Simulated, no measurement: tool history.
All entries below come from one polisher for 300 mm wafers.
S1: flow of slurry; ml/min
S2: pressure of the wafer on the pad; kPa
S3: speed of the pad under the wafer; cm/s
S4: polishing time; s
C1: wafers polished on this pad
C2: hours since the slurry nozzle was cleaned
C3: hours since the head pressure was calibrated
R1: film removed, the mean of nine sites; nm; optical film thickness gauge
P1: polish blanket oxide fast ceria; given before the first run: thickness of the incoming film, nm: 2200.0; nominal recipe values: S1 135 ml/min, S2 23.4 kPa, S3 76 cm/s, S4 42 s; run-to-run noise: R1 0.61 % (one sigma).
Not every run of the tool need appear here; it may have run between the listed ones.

| run | hour | S1 | S2 | S3 | S4 | C1 | C2 | C3 | R1 |
|---|---|---|---|---|---|---|---|---|---|
| 1 | 8.5 | 135 | 23.4 | 76 | 42 | 363 | 181.3 | 267.2 | 506.04 |
| 2 | 14.7 | 135 | 23.4 | 76 | 42 | 425 | 187.5 | 273.4 | 508.12 |
| 3 | 19.3 | 80 | 23.4 | 76 | 42 | 470 | 192.1 | 278 | 441.64 |
| 4 | 25.2 | 135 | 12.4 | 76 | 42 | 529 | 198 | 283.9 | 266.08 |
| 5 | 32.5 | 135 | 23.4 | 76 | 42 | 602 | 205.3 | 291.2 | 506.55 |
| 6 | 37.7 | 135 | 23.4 | 76 | 63 | 654 | 210.5 | 296.4 | 757 |
| 7 | 41.6 | 135 | 23.4 | 76 | 42 | 692 | 214.4 | 300.3 | 506.82 |
| 8 | 49.6 | 135 | 23.4 | 116 | 42 | 772 | 222.4 | 308.3 | 765.65 |
| 9 | 54.5 | 135 | 23.4 | 48 | 42 | 821 | 227.3 | 313.2 | 319.25 |
| 10 | 59.5 | 135 | 23.4 | 76 | 42 | 871 | 232.3 | 318.2 | 499.23 |
|  | 60.9 | slurry nozzle cleaned |
| 11 | 66.8 | 135 | 23.4 | 76 | 21 | 943 | 6 | 325.5 | 252.26 |
| 12 | 71.2 | 135 | 23.4 | 76 | 42 | 987 | 10.4 | 329.9 | 504.42 |
|  | 71.9 | head pressure recalibrated |
| 13 | 75.6 | 135 | 12.4 | 76 | 19 | 1031 | 14.8 | 3.8 | 120.95 |
| 14 | 81.1 | 135 | 23.4 | 76 | 42 | 1086 | 20.3 | 9.3 | 510.77 |
| 15 | 89.4 | 195 | 23.4 | 76 | 42 | 1168 | 28.6 | 17.6 | 534.69 |

What does the tool deliver on the next run?
| 16 | 97 | 135 | 36.5 | 76 | 42 | 1244 | 36.2 | 25.2 | ? |

Run 16 yielded R1 790.3 nm.
